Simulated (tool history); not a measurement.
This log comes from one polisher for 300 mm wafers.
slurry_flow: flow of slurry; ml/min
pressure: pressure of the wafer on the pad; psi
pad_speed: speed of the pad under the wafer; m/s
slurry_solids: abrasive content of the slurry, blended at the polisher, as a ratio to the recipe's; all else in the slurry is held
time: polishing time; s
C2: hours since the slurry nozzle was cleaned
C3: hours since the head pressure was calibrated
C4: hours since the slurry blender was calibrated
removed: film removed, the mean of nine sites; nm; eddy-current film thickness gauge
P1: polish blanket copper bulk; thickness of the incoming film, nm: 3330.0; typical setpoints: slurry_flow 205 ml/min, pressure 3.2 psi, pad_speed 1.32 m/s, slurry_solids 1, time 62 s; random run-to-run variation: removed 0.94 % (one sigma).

Run 1, hour 8.7: slurry_flow 205 ml/min, pressure 3.2 psi, pad_speed 1.32 m/s, slurry_solids 1, time 62 s; wafers polished on this pad 1113; C2 271.2; C3 523.5; C4 117.8. Result: removed 887.31 nm.
Run 2, hour 17.4: slurry_flow 205 ml/min, pressure 3.2 psi, pad_speed 1.32 m/s, slurry_solids 1, time 62 s; wafers polished on this pad 1159; C2 279.9; C3 532.2; C4 126.5. Result: removed 874.73 nm.
Run 3, hour 27.2: slurry_flow 205 ml/min, pressure 3.2 psi, pad_speed 1.32 m/s, slurry_solids 1, time 62 s; wafers polished on this pad 1210; C2 289.7; C3 542; C4 136.3. Result: removed 863.94 nm.
Run 4, hour 35.2: slurry_flow 205 ml/min, pressure 4.5 psi, pad_speed 1.32 m/s, slurry_solids 1.25, time 62 s; wafers polished on this pad 1252; C2 297.7; C3 550; C4 144.3. Result: removed 1301.8 nm.
Run 5, hour 43.8: slurry_flow 205 ml/min, pressure 4.6 psi, pad_speed 1.32 m/s, slurry_solids 1, time 62 s; wafers polished on this pad 1297; C2 306.3; C3 558.6; C4 152.9. Result: removed 1251.5 nm.
Run 6, hour 51.3: slurry_flow 205 ml/min, pressure 3.2 psi, pad_speed 1.32 m/s, slurry_solids 1, time 62 s; wafers polished on this pad 1337; C2 313.8; C3 566.1; C4 160.4. Result: removed 884.85 nm.
Run 7, hour 61.8: slurry_flow 205 ml/min, pressure 3.2 psi, pad_speed 1.32 m/s, slurry_solids 0.5, time 62 s; wafers polished on this pad 1392; C2 324.3; C3 576.6; C4 170.9. Result: removed 768.27 nm.
Run 8, hour 69.4: slurry_flow 205 ml/min, pressure 3.2 psi, pad_speed 1.32 m/s, slurry_solids 1, time 62 s; wafers polished on this pad 1432; C2 331.9; C3 584.2; C4 178.5. Result: removed 876.18 nm.
Run 9, hour 74.9: slurry_flow 205 ml/min, pressure 3.2 psi, pad_speed 1.32 m/s, slurry_solids 1, time 41 s; wafers polished on this pad 1461; C2 337.4; C3 589.7; C4 184. Result: removed 583.94 nm.
Run 10, hour 85: slurry_flow 205 ml/min, pressure 3.2 psi, pad_speed 1.32 m/s, slurry_solids 1, time 92 s; wafers polished on this pad 1514; C2 347.5; C3 599.8; C4 194.1. Result: removed 1311.1 nm.
Run 11, hour 91.7: slurry_flow 205 ml/min, pressure 3.2 psi, pad_speed 2.02 m/s, slurry_solids 1, time 62 s; wafers polished on this pad 1549; C2 354.2; C3 606.5; C4 200.8. Result: removed 1335.6 nm.
Run 12, hour 101.3: slurry_flow 205 ml/min, pressure 3.2 psi, pad_speed 1.32 m/s, slurry_solids 1.3, time 62 s; wafers polished on this pad 1599; C2 363.8; C3 616.1; C4 210.4. Result: removed 933.07 nm.
Run 13, hour 110.7: slurry_flow 205 ml/min, pressure 3.2 psi, pad_speed 0.66 m/s, slurry_solids 1, time 62 s; wafers polished on this pad 1649; C2 373.2; C3 625.5; C4 219.8. Result: removed 444.02 nm.
Run 14, hour 121.1: slurry_flow 260 ml/min, pressure 3.2 psi, pad_speed 1.32 m/s, slurry_solids 1, time 62 s; wafers polished on this pad 1703; C2 383.6; C3 635.9; C4 230.2. Result: removed 916.44 nm.
Run 15, hour 132.8: slurry_flow 205 ml/min, pressure 1.6 psi, pad_speed 1.32 m/s, slurry_solids 1, time 62 s; wafers polished on this pad 1765; C2 395.3; C3 647.6; C4 241.9. Result: removed 440.3 nm.
Run 16, hour 138.3: slurry_flow 130 ml/min, pressure 3.2 psi, pad_speed 1.32 m/s, slurry_solids 1, time 62 s; wafers polished on this pad 1793; C2 400.8; C3 653.1; C4 247.4. Result: removed 814.21 nm.
Run 17, hour 147.3: slurry_flow 205 ml/min, pressure 3.2 psi, pad_speed 1.32 m/s, slurry_solids 1, time 62 s; wafers polished on this pad 1841; C2 409.8; C3 662.1; C4 256.4. Result: removed 873.03 nm.

Run 18 has not been measured yet. What should we expect?
Run 18, hour 154.4: slurry_flow 205 ml/min, pressure 3.2 psi, pad_speed 1.32 m/s, slurry_solids 1, time 62 s; wafers polished on this pad 1878; C2 416.9; C3 669.2; C4 263.5. Result: removed ?.

removed: 880.44 nm

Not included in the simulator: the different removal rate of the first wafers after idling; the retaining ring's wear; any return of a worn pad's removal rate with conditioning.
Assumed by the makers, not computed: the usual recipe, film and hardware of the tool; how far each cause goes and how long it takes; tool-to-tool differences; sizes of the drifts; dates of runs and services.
